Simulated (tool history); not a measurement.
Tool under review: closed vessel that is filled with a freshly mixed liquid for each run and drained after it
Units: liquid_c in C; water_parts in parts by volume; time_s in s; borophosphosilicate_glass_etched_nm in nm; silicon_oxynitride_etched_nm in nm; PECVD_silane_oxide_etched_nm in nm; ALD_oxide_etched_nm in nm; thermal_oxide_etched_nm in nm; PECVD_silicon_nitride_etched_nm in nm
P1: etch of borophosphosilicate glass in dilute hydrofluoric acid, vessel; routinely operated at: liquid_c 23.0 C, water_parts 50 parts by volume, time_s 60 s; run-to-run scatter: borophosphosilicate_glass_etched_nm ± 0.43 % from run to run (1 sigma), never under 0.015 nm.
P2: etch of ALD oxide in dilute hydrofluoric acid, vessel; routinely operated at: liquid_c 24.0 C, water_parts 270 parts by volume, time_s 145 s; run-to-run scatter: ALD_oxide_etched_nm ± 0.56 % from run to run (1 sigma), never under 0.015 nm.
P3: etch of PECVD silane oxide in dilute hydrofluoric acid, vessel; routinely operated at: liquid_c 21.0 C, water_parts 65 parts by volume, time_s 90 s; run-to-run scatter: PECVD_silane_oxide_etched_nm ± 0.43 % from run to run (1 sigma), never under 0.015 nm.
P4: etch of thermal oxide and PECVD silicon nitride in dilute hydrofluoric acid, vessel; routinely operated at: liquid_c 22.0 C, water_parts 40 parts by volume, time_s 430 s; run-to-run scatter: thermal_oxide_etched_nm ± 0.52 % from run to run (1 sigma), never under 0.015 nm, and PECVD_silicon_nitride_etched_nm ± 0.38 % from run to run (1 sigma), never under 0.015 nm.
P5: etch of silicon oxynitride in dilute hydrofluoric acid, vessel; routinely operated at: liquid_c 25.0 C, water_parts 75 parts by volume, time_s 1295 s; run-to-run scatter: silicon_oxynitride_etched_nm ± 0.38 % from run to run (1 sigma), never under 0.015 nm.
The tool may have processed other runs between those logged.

run,day,process,liquid_c,water_parts,time_s,borophosphosilicate_glass_etched_nm,silicon_oxynitride_etched_nm,PECVD_silane_oxide_etched_nm,ALD_oxide_etched_nm,thermal_oxide_etched_nm,PECVD_silicon_nitride_etched_nm
1,0.512,P1,23.0,50,60,67.172,,,,,
2,1.267,P5,25.0,135,1295,,26.6410,,,,
3,1.725,P3,21.0,65,90,,,25.8530,,,
4,2.471,P1,23.0,20,60,176.500,,,,,
5,2.996,P2,30.5,270,145,,,,8.9908,,
6,3.458,P5,17.5,75,1295,,35.1430,,,,
7,4.112,P3,21.0,100,90,,,16.2120,,,
8,4.771,P1,23.0,50,60,67.726,,,,,
9,5.329,P1,30.5,50,60,90.849,,,,,
10,6.017,P1,23.0,80,60,40.858,,,,,
11,6.429,P1,23.0,50,60,67.650,,,,,
12,7.000,P2,24.0,270,30,,,,1.4956,,
13,7.458,P1,23.0,50,105,118.280,,,,,
14,7.962,P1,23.0,50,60,67.559,,,,,
15,8.429,P3,21.0,65,90,,,25.8690,,,
16,8.808,P4,22.0,40,430,,,,,51.143,18.201
17,9.296,P3,25.5,65,90,,,31.0120,,,
18,9.854,P2,24.0,270,145,,,,7.2110,,
# day 10.483: thermometer replaced
19,10.571,P2,24.0,80,145,,,,30.5390,,
20,11.154,P5,25.0,75,1295,,50.7500,,,,
21,11.692,P1,23.0,50,60,67.555,,,,,
22,12.392,P1,23.0,50,30,33.946,,,,,
23,12.938,P1,18.5,25,60,114.710,,,,,
24,13.483,P5,25.0,75,1295,,50.2480,,,,
25,13.871,P4,22.0,40,430,,,,,51.861,18.183
26,14.383,P4,22.0,40,620,,,,,74.514,26.357
27,15.054,P5,25.0,75,150,,5.8312,,,,
28,15.808,P4,22.0,20,430,,,,,106.020,35.478
29,16.471,P4,27.0,40,430,,,,,62.843,25.381
30,17.229,P2,24.0,270,145,,,,7.1888,,
31,17.692,P1,17.5,50,60,53.457,,,,,
32,18.367,P3,21.0,65,30,,,8.6471,,,
33,19.096,P1,23.0,50,60,67.486,,,,,
34,19.521,P1,23.0,50,60,69.169,,,,,
35,20.167,P1,23.0,50,60,69.939,,,,,
36,20.646,P1,23.0,50,60,70.646,,,,,
37,21.433,P1,23.0,50,60,71.749,,,,,
38,22.162,P1,23.0,50,60,71.539,,,,,
39,22.708,P1,23.0,50,60,71.663,,,,,
40,23.146,P1,23.0,50,60,72.020,,,,,
41,23.608,P1,23.0,50,60,72.091,,,,,

P1 has crept away from where it was. The log is fitted equally well by each of these 2 causes, at the sizes shown:
A: liquid hotter than its thermometer reads (K) = 1.4
B: hydrofluoric acid flow above the setpoint (%) = 5.59
The gradual shift began around day 19.096.

Question marks stand in for the results of the 4 check runs listed below, each run on one wafer. Under which run would the listed causes show clearly different results?
check 1,24.071,P2,24.0,100,35,,,,?,,
check 2,24.071,P5,21.0,100,1295,,?,,,,
check 3,24.071,P4,25.0,40,595,,,,,?,?
check 4,24.071,P3,25.5,95,90,,,?,,,

What each check would give under each cause:
check,result,if A,if B
check 1,ALD_oxide_etched_nm,5.9890,6.0236
check 2,silicon_oxynitride_etched_nm,32.8380,32.5380
check 3,thermal_oxide_etched_nm,85.204,85.207
check 3,PECVD_silicon_nitride_etched_nm,33.854,32.506
check 4,PECVD_silane_oxide_etched_nm,21.6230,21.7590
Smallest distance between any two causes, each pair judged by its most separating result, in per cent: check 1 0.58 %; check 2 0.92 %; check 3 4.06 %; check 4 0.63 %
Check 3 distinguishes between the causes, while the remaining checks would return nearly the same result for all of them.

Then check 3 was run and gave: thermal_oxide_etched_nm 85.168 nm; PECVD_silicon_nitride_etched_nm 32.514 nm. Which cause is it?

The correct cause is B, namely: hydrofluoric acid flow above the setpoint (%).

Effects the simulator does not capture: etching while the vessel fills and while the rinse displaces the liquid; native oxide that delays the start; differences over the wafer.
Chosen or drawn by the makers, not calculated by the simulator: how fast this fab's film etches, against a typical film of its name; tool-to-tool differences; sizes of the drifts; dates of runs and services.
